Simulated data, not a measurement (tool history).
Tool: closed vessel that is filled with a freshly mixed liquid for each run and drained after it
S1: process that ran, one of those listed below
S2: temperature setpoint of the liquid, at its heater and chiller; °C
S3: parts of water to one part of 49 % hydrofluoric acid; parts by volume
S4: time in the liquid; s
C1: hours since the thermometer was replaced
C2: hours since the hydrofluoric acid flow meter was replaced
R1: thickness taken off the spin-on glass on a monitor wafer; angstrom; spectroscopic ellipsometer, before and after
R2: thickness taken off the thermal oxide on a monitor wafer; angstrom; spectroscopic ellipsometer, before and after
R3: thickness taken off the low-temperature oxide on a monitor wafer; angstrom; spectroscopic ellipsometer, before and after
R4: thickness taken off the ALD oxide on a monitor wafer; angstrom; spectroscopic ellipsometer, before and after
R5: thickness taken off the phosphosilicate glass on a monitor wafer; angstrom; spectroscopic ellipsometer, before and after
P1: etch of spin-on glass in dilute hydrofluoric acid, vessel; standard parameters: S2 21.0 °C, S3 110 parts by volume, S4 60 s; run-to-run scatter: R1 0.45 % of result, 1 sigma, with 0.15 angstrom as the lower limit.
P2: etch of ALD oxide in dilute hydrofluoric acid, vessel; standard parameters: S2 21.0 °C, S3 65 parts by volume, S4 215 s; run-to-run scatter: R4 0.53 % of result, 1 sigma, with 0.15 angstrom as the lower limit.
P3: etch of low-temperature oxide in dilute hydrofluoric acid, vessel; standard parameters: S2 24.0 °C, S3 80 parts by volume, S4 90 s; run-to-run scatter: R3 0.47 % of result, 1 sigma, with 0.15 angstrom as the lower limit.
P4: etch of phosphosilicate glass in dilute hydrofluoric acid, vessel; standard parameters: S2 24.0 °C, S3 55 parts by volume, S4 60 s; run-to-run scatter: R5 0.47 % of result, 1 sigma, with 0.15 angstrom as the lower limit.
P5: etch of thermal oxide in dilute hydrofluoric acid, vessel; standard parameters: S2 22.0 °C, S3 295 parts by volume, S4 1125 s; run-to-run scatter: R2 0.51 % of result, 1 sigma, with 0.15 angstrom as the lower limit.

Run 1, hour 6.6: S1 P1, S2 21.0 °C, S3 110 parts by volume, S4 60 s; C1 1613.2; C2 677.7. Result: R1 153.690 angstrom.
Run 2, hour 12.1: S1 P1, S2 21.0 °C, S3 110 parts by volume, S4 30 s; C1 1618.7; C2 683.2. Result: R1 76.296 angstrom.
Run 3, hour 21.3: S1 P5, S2 22.0 °C, S3 295 parts by volume, S4 575 s; C1 1627.9; C2 692.4. Result: R2 70.955 angstrom.
Run 4, hour 29.6: S1 P1, S2 21.0 °C, S3 110 parts by volume, S4 60 s; C1 1636.2; C2 700.7. Result: R1 154.730 angstrom.
Run 5, hour 35.1: S1 P3, S2 24.0 °C, S3 80 parts by volume, S4 155 s; C1 1641.7; C2 706.2. Result: R3 218.91 angstrom.
Run 6, hour 42.2: S1 P1, S2 21.0 °C, S3 110 parts by volume, S4 60 s; C1 1648.8; C2 713.3. Result: R1 154.630 angstrom.
Run 7, hour 49.4: S1 P1, S2 27.5 °C, S3 45 parts by volume, S4 60 s; C1 1656.0; C2 720.5. Result: R1 532.640 angstrom.
Run 8, hour 57.2: S1 P1, S2 21.0 °C, S3 110 parts by volume, S4 60 s; C1 1663.8; C2 728.3. Result: R1 154.430 angstrom.
Run 9, hour 63.6: S1 P1, S2 21.0 °C, S3 50 parts by volume, S4 60 s; C1 1670.2; C2 734.7. Result: R1 365.770 angstrom.
Run 10, hour 68.2: S1 P3, S2 24.0 °C, S3 80 parts by volume, S4 90 s; C1 1674.8; C2 739.3. Result: R3 127.49 angstrom.
Run 11, hour 73.7: S1 P1, S2 17.0 °C, S3 160 parts by volume, S4 60 s; C1 1680.3; C2 744.8. Result: R1 86.063 angstrom.
Run 12, hour 78.2: S1 P2, S2 21.0 °C, S3 65 parts by volume, S4 215 s; C1 1684.8; C2 749.3. Result: R4 294.95 angstrom.
Run 13, hour 87.3: S1 P1, S2 17.0 °C, S3 110 parts by volume, S4 60 s; C1 1693.9; C2 758.4. Result: R1 131.820 angstrom.
Run 14, hour 97.0: S1 P3, S2 24.0 °C, S3 80 parts by volume, S4 90 s; C1 1703.6; C2 768.1. Result: R3 126.55 angstrom.
Run 15, hour 105.8: S1 P3, S2 24.0 °C, S3 35 parts by volume, S4 90 s; C1 1712.4; C2 776.9. Result: R3 308.35 angstrom.
Run 16, hour 111.1: S1 P2, S2 21.0 °C, S3 65 parts by volume, S4 215 s; C1 1717.7; C2 782.2. Result: R4 296.71 angstrom.
Run 17, hour 117.5: S1 P2, S2 21.0 °C, S3 40 parts by volume, S4 215 s; C1 1724.1; C2 788.6. Result: R4 491.91 angstrom.
Run 18, hour 124.7: S1 P4, S2 24.0 °C, S3 55 parts by volume, S4 30 s; C1 1731.3; C2 795.8. Result: R5 575.06 angstrom.
Run 19, hour 130.8: S1 P4, S2 24.0 °C, S3 55 parts by volume, S4 60 s; C1 1737.4; C2 801.9. Result: R5 1148.00 angstrom.
Run 20, hour 140.3: S1 P5, S2 17.5 °C, S3 295 parts by volume, S4 1125 s; C1 1746.9; C2 811.4. Result: R2 117.490 angstrom.
Run 21, hour 146.5: S1 P1, S2 25.5 °C, S3 110 parts by volume, S4 60 s; C1 1753.1; C2 817.6. Result: R1 185.660 angstrom.
Run 22, hour 155.8: S1 P1, S2 21.0 °C, S3 110 parts by volume, S4 110 s; C1 1762.4; C2 826.9. Result: R1 285.210 angstrom.
Run 23, hour 165.2: S1 P3, S2 31.5 °C, S3 80 parts by volume, S4 90 s; C1 1771.8; C2 836.3. Result: R3 168.74 angstrom.
Run 24, hour 173.8: S1 P1, S2 21.0 °C, S3 110 parts by volume, S4 60 s; C1 1780.4; C2 844.9. Result: R1 153.860 angstrom.
Run 25, hour 179.2: S1 P5, S2 22.0 °C, S3 295 parts by volume, S4 1125 s; C1 1785.8; C2 850.3. Result: R2 139.180 angstrom.
Run 26, hour 187.3: S1 P2, S2 21.0 °C, S3 65 parts by volume, S4 350 s; C1 1793.9; C2 858.4. Result: R4 476.49 angstrom.
Run 27, hour 196.3: S1 P1, S2 21.0 °C, S3 110 parts by volume, S4 60 s; C1 1802.9; C2 867.4. Result: R1 155.430 angstrom.
Run 28, hour 204.6: S1 P4, S2 24.0 °C, S3 30 parts by volume, S4 60 s; C1 1811.2; C2 875.7. Result: R5 2176.30 angstrom.
At hour 211.7: hydrofluoric acid flow meter replaced.
Run 29, hour 214.3: S1 P5, S2 22.0 °C, S3 540 parts by volume, S4 1125 s; C1 1820.9; C2 2.7. Result: R2 62.075 angstrom.
Run 30, hour 221.9: S1 P1, S2 21.0 °C, S3 190 parts by volume, S4 60 s; C1 1828.5; C2 10.3. Result: R1 81.874 angstrom.
Run 31, hour 231.4: S1 P2, S2 28.5 °C, S3 65 parts by volume, S4 215 s; C1 1838.0; C2 19.8. Result: R4 391.93 angstrom.
Run 32, hour 237.8: S1 P4, S2 31.5 °C, S3 55 parts by volume, S4 60 s; C1 1844.4; C2 26.2. Result: R5 1555.80 angstrom.
Run 33, hour 242.3: S1 P1, S2 21.0 °C, S3 110 parts by volume, S4 60 s; C1 1848.9; C2 30.7. Result: R1 154.750 angstrom.

Run 34 has not been measured yet. What should we expect?
Run 34, hour 251.7: S1 P1, S2 21.0 °C, S3 110 parts by volume, S4 60 s; C1 1858.3; C2 40.1. Result: R1 ?.

{"run 34": {"R1": 149.12}}
